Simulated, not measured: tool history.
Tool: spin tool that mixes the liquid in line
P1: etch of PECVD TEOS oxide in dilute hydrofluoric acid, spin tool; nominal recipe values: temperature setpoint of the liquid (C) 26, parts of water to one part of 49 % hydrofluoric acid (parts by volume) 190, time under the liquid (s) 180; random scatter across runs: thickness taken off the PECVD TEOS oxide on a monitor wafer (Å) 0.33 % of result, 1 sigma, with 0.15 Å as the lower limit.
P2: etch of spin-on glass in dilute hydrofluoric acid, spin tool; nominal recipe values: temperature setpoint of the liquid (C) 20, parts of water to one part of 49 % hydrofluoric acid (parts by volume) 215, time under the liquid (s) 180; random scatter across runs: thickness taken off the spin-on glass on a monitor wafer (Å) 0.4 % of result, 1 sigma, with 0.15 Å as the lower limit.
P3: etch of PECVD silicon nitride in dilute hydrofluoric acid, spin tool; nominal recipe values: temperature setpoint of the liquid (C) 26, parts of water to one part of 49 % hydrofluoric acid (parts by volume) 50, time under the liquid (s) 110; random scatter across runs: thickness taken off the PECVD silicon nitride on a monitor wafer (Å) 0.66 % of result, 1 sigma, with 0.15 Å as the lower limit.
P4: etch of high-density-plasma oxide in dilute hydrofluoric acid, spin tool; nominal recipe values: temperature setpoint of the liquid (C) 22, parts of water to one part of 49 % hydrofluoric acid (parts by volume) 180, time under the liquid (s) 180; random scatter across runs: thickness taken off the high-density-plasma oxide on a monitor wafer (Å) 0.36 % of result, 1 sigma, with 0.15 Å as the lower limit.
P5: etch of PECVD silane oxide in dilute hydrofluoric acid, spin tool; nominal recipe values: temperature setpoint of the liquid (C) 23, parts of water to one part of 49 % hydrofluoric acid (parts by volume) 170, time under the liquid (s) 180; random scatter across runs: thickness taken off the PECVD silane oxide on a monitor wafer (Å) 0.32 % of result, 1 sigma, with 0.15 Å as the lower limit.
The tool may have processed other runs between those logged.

run	day	process that ran	temperature setpoint of the liquid (C)	parts of water to one part of 49 % hydrofluoric acid (parts by volume)	time under the liquid (s)	hours since the thermometer was replaced	hours since the hydrofluoric acid flow meter was replaced	thickness taken off the PECVD TEOS oxide on a monitor wafer (Å)	thickness taken off the high-density-plasma oxide on a monitor wafer (Å)	thickness taken off the PECVD silane oxide on a monitor wafer (Å)	thickness taken off the spin-on glass on a monitor wafer (Å)	thickness taken off the PECVD silicon nitride on a monitor wafer (Å)
1	0.308	P1	26	190	180	1342.6	1609.5	179.68				
2	0.825	P1	33.5	190	180	1355	1621.9	233.49				
3	1.233	P4	22	180	335	1364.8	1631.7		107.51			
4	1.558	P4	22	180	180	1372.6	1639.5		58.033			
5	1.879	P1	31	190	300	1380.3	1647.2	358.8				
6	2.358	P1	26	190	180	1391.8	1658.7	179.26				
7	2.846	P1	22	190	180	1403.5	1670.4	154.51				
8	3.142	P1	26	190	180	1410.6	1677.5	180.71				
9	3.571	P5	23	170	180	1420.9	1687.8			150.31		
10	4.112	P2	20	215	335	1433.9	1700.8				515.02	
11	4.475	P3	20	50	110	1442.6	1709.5					27.822
12	4.921	P4	22	180	180	1453.3	1720.2		58.002			
13	5.454	P2	20	350	180	1466.1	1733				150.35	
14	5.917	P1	26	190	180	1477.2	1744.1	178.5				
15	6.35	P1	30	190	275	1487.6	1754.5	316.23				
16	6.833	P3	26	90	110	1499.2	1766.1					23.363
17	7.346	P1	26	190	180	1511.5	1778.4	181.01				
18	7.933	P2	17	215	180	1525.6	1792.5				243.62	
19	8.196	P4	22	285	180	1531.9	1798.8		33.08			
20	8.762	P5	23	85	180	1545.5	1812.4			332.26		
21	9.358	P2	20	215	180	1559.8	1826.7				276.05	
22	9.929	P5	23	170	270	1573.5	1840.4			226.61		
23	10.479	P5	23	170	180	1586.7	1853.6			150.8		
24	11.004	P1	26	310	180	1599.3	1866.2	97.139				
25	11.429	P3	26	50	35	1609.5	1876.4					13.468
26	11.917	P4	28	180	180	1621.2	1888.1		72.186			
27	12.462	P1	26	190	295	1634.3	1901.2	294.72				
28	12.808	P3	26	50	110	1642.6	1909.5					41.783
29	13.154	P1	26	190	15	1650.9	1917.8	15.218				
30	13.45	P5	19	170	180	1658	1924.9			128.93		
31	13.938	P1	26	110	180	1669.7	1936.6	340.67				
32	14.508	P2	20	215	180	1683.4	1950.3				277.69	
33	15.054	P1	26	190	180	1696.5	1963.4	179.23				
34	15.371	P1	26	190	180	1704.1	1971	183.31				
35	15.667	P1	26	190	180	1711.2	1978.1	185.69				
36	16.196	P1	26	190	180	1723.9	1990.8	189.17				
37	16.771	P1	26	190	180	1737.7	2004.6	190.72				
38	17.038	P1	26	190	180	1744.1	2011	190.77				
39	17.383	P1	26	190	180	1752.4	2019.3	191.01				
40	17.683	P1	26	190	180	1759.6	2026.5	191.42				
41	17.95	P1	26	190	180	1766	2032.9	192.07				
42	18.392	P1	26	190	180	1776.6	2043.5	193.18				
43	18.683	P1	26	190	180	1783.6	2050.5	191.62				
44	18.958	P1	26	190	180	1790.2	2057.1	193.07				

What P1 gives has crept away from where it was. These 2 causes fit the log equally well, each at the size given:
A: hydrofluoric acid flow above the setpoint (%) = 5.85
B: liquid hotter than its thermometer reads (K) = 1.92
The onset of the drift is placed at about day 15.054.

Of the 4 check runs listed below, each run on one wafer and each result written as a question mark, which would let you distinguish the listed causes because they would give clearly different results?
check 1	19.233	P3	26	50	110							?
check 2	19.233	P2	20	215	180						?	
check 3	19.233	P4	22	180	180				?			
check 4	19.233	P5	23	170	180					?		

What each check would give under each cause:
check	result	if A	if B
check 1	thickness taken off the PECVD silicon nitride on a monitor wafer (Å)	43.97	47.202
check 2	thickness taken off the spin-on glass on a monitor wafer (Å)	295.24	296.52
check 3	thickness taken off the high-density-plasma oxide on a monitor wafer (Å)	62.02	62.351
check 4	thickness taken off the PECVD silane oxide on a monitor wafer (Å)	160.92	161.77
Per-check spread between the two closest causes, in the result where they differ most: check 1 7.09 %; check 2 0.43 %; check 3 0.53 %; check 4 0.53 %
Only in check 1 would the causes give clearly different results; in the remaining checks their results would be nearly the same.

After running check 1, the following was obtained: thickness taken off the PECVD silicon nitride on a monitor wafer (Å) 44.219. Which cause does this point to?

It was cause A: hydrofluoric acid flow above the setpoint (%).

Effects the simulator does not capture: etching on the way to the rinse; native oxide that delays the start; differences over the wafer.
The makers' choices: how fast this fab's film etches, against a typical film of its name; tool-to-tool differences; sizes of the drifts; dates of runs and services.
